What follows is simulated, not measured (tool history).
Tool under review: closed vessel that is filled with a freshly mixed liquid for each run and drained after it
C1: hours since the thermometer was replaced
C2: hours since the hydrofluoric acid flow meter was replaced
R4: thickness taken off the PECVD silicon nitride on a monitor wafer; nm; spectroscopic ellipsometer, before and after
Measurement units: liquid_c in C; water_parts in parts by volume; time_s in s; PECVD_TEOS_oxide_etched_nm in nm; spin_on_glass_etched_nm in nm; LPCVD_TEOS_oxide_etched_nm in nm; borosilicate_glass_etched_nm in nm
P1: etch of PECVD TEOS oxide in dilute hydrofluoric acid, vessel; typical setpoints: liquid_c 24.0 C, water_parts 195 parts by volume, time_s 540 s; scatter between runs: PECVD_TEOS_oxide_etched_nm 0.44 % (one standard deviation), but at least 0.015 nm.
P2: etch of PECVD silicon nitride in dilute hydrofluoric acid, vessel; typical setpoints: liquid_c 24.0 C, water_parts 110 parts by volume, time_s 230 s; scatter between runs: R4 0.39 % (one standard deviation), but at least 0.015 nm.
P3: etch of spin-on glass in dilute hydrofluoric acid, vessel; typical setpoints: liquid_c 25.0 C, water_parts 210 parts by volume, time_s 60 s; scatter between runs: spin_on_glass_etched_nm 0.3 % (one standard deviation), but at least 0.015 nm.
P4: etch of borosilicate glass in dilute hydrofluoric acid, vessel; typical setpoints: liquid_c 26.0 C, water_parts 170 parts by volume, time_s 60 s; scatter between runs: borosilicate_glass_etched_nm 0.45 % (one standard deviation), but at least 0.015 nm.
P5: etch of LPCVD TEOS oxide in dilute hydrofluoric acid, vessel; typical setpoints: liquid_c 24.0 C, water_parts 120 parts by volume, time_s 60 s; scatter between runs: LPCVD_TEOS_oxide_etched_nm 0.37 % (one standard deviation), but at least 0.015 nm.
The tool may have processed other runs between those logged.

run 1 hour=6.3 | process=P1 liquid_c=24.0 water_parts=195 time_s=540 | C1=191.3 C2=75.0 | PECVD_TEOS_oxide_etched_nm=51.6730
run 2 hour=13.2 | process=P3 liquid_c=25.0 water_parts=115 time_s=60 | C1=198.2 C2=81.9 | spin_on_glass_etched_nm=19.8340
run 3 hour=19.6 | process=P5 liquid_c=24.0 water_parts=120 time_s=60 | C1=204.6 C2=88.3 | LPCVD_TEOS_oxide_etched_nm=27.501
run 4 hour=25.3 | process=P1 liquid_c=24.0 water_parts=300 time_s=210 | C1=210.3 C2=94.0 | PECVD_TEOS_oxide_etched_nm=11.6340
run 5 hour=32.0 | process=P3 liquid_c=25.0 water_parts=210 time_s=60 | C1=217.0 C2=100.7 | spin_on_glass_etched_nm=9.7833
run 6 hour=39.5 | process=P1 liquid_c=24.0 water_parts=195 time_s=540 | C1=224.5 C2=108.2 | PECVD_TEOS_oxide_etched_nm=51.5910
run 7 hour=47.8 | process=P2 liquid_c=24.0 water_parts=110 time_s=445 | C1=232.8 C2=116.5 | R4=22.2520
run 8 hour=54.7 | process=P4 liquid_c=30.0 water_parts=170 time_s=60 | C1=239.7 C2=123.4 | borosilicate_glass_etched_nm=11.1210
run 9 hour=63.5 | process=P1 liquid_c=17.0 water_parts=195 time_s=220 | C1=248.5 C2=132.2 | PECVD_TEOS_oxide_etched_nm=16.1000
run 10 hour=68.3 | process=P1 liquid_c=24.0 water_parts=195 time_s=540 | C1=253.3 C2=137.0 | PECVD_TEOS_oxide_etched_nm=51.8370
run 11 hour=75.7 | process=P5 liquid_c=24.0 water_parts=30 time_s=60 | C1=260.7 C2=144.4 | LPCVD_TEOS_oxide_etched_nm=121.400
run 12 hour=80.0 | process=P4 liquid_c=26.0 water_parts=170 time_s=110 | C1=265.0 C2=148.7 | borosilicate_glass_etched_nm=17.6030
run 13 hour=84.9 | process=P1 liquid_c=24.0 water_parts=195 time_s=540 | C1=269.9 C2=153.6 | PECVD_TEOS_oxide_etched_nm=51.5410
run 14 hour=89.0 | process=P5 liquid_c=28.0 water_parts=120 time_s=60 | C1=274.0 C2=157.7 | LPCVD_TEOS_oxide_etched_nm=32.004
run 15 hour=95.3 | process=P5 liquid_c=24.0 water_parts=120 time_s=105 | C1=280.3 C2=164.0 | LPCVD_TEOS_oxide_etched_nm=47.633
run 16 hour=101.8 | process=P1 liquid_c=29.0 water_parts=195 time_s=540 | C1=286.8 C2=170.5 | PECVD_TEOS_oxide_etched_nm=61.7920
run 17 hour=110.5 | process=P1 liquid_c=32.0 water_parts=195 time_s=100 | C1=295.5 C2=179.2 | PECVD_TEOS_oxide_etched_nm=12.7490
run 18 hour=116.9 | process=P1 liquid_c=17.0 water_parts=195 time_s=540 | C1=301.9 C2=185.6 | PECVD_TEOS_oxide_etched_nm=39.1460
run 19 hour=123.5 | process=P1 liquid_c=24.0 water_parts=195 time_s=935 | C1=308.5 C2=192.2 | PECVD_TEOS_oxide_etched_nm=89.2360
run 20 hour=131.9 | process=P2 liquid_c=29.5 water_parts=110 time_s=230 | C1=316.9 C2=200.6 | R4=16.4000
run 21 hour=136.7 | process=P4 liquid_c=26.0 water_parts=170 time_s=60 | C1=321.7 C2=205.4 | borosilicate_glass_etched_nm=9.5980
run 22 hour=145.3 | process=P3 liquid_c=25.0 water_parts=210 time_s=60 | C1=330.3 C2=214.0 | spin_on_glass_etched_nm=9.7564
run 23 hour=151.8 | process=P1 liquid_c=24.0 water_parts=195 time_s=540 | C1=336.8 C2=220.5 | PECVD_TEOS_oxide_etched_nm=51.0660
run 24 hour=160.2 | process=P4 liquid_c=26.0 water_parts=75 time_s=60 | C1=345.2 C2=228.9 | borosilicate_glass_etched_nm=24.7170
run 25 hour=166.1 | process=P3 liquid_c=25.0 water_parts=210 time_s=115 | C1=351.1 C2=234.8 | spin_on_glass_etched_nm=18.6090
run 26 hour=170.7 | process=P1 liquid_c=24.0 water_parts=195 time_s=30 | C1=355.7 C2=239.4 | PECVD_TEOS_oxide_etched_nm=2.8618
run 27 hour=179.2 | process=P1 liquid_c=24.0 water_parts=295 time_s=540 | C1=364.2 C2=247.9 | PECVD_TEOS_oxide_etched_nm=30.7670
run 28 hour=183.3 | process=P1 liquid_c=24.0 water_parts=90 time_s=540 | C1=368.3 C2=252.0 | PECVD_TEOS_oxide_etched_nm=126.1000
run 29 hour=191.7 | process=P2 liquid_c=24.0 water_parts=195 time_s=230 | C1=376.7 C2=260.4 | R4=6.5446
run 30 hour=198.8 | process=P5 liquid_c=24.0 water_parts=120 time_s=60 | C1=383.8 C2=267.5 | LPCVD_TEOS_oxide_etched_nm=27.303
run 31 hour=203.9 | process=P3 liquid_c=32.0 water_parts=210 time_s=60 | C1=388.9 C2=272.6 | spin_on_glass_etched_nm=12.5210
run 32 hour=209.5 | process=P4 liquid_c=26.0 water_parts=170 time_s=60 | C1=394.5 C2=278.2 | borosilicate_glass_etched_nm=9.7196
run 33 hour=217.2 | process=P2 liquid_c=24.0 water_parts=110 time_s=230 | C1=402.2 C2=285.9 | R4=11.6200
run 34 hour=223.8 | process=P1 liquid_c=24.0 water_parts=195 time_s=540 | C1=408.8 C2=292.5 | PECVD_TEOS_oxide_etched_nm=51.3610
run 35 hour=231.7 | process=P1 liquid_c=24.0 water_parts=195 time_s=540 | C1=416.7 C2=300.4 | PECVD_TEOS_oxide_etched_nm=51.4560
run 36 hour=235.7 | process=P1 liquid_c=24.0 water_parts=195 time_s=540 | C1=420.7 C2=304.4 | PECVD_TEOS_oxide_etched_nm=50.7770
run 37 hour=240.1 | process=P1 liquid_c=24.0 water_parts=195 time_s=540 | C1=425.1 C2=308.8 | PECVD_TEOS_oxide_etched_nm=49.8430
run 38 hour=248.0 | process=P1 liquid_c=24.0 water_parts=195 time_s=540 | C1=433.0 C2=316.7 | PECVD_TEOS_oxide_etched_nm=48.4830
run 39 hour=254.7 | process=P1 liquid_c=24.0 water_parts=195 time_s=540 | C1=439.7 C2=323.4 | PECVD_TEOS_oxide_etched_nm=48.3300
run 40 hour=261.8 | process=P1 liquid_c=24.0 water_parts=195 time_s=540 | C1=446.8 C2=330.5 | PECVD_TEOS_oxide_etched_nm=48.0680
run 41 hour=269.1 | process=P1 liquid_c=24.0 water_parts=195 time_s=540 | C1=454.1 C2=337.8 | PECVD_TEOS_oxide_etched_nm=47.9270
run 42 hour=274.5 | process=P1 liquid_c=24.0 water_parts=195 time_s=540 | C1=459.5 C2=343.2 | PECVD_TEOS_oxide_etched_nm=48.3440

P1 no longer gives what it gave before; its output has crept away from where it was. The following 2 causes, each at its listed size, fit the log equally well:
A: liquid colder than its thermometer reads (K) = 1.85
B: hydrofluoric acid flow below the setpoint (%) = 5.51
The creep began at about hour 231.7.

Below are 4 check runs, each on a single wafer, with their results shown as question marks. Which of them would tell the listed causes apart, meaning the causes would give clearly different results under it?
run check 1 hour=279.9 | process=P5 liquid_c=24.0 water_parts=120 time_s=60 | LPCVD_TEOS_oxide_etched_nm=?
run check 2 hour=279.9 | process=P2 liquid_c=24.0 water_parts=110 time_s=230 | R4=?
run check 3 hour=279.9 | process=P4 liquid_c=26.0 water_parts=170 time_s=60 | borosilicate_glass_etched_nm=?
run check 4 hour=279.9 | process=P3 liquid_c=25.0 water_parts=210 time_s=60 | spin_on_glass_etched_nm=?

What each check would give under each cause:
check=check_1 result=LPCVD_TEOS_oxide_etched_nm if_A=25.365 if_B=25.566
check=check_2 result=R4 if_A=10.2090 if_B=10.9100
check=check_3 result=borosilicate_glass_etched_nm if_A=9.0095 if_B=9.0170
check=check_4 result=spin_on_glass_etched_nm if_A=9.1306 if_B=9.1119
How far apart the two closest causes lie, in the result that separates them most: check 1 0.79 %; check 2 6.64 %; check 3 0.08 %; check 4 0.21 %
The other checks would show nearly matching results whichever cause is true, so check 2 is the only one that separates the causes.

Check 2 has now been run. It gave: R4 10.9070 nm. Which of the candidate causes is it?

B is the cause: hydrofluoric acid flow below the setpoint (%).
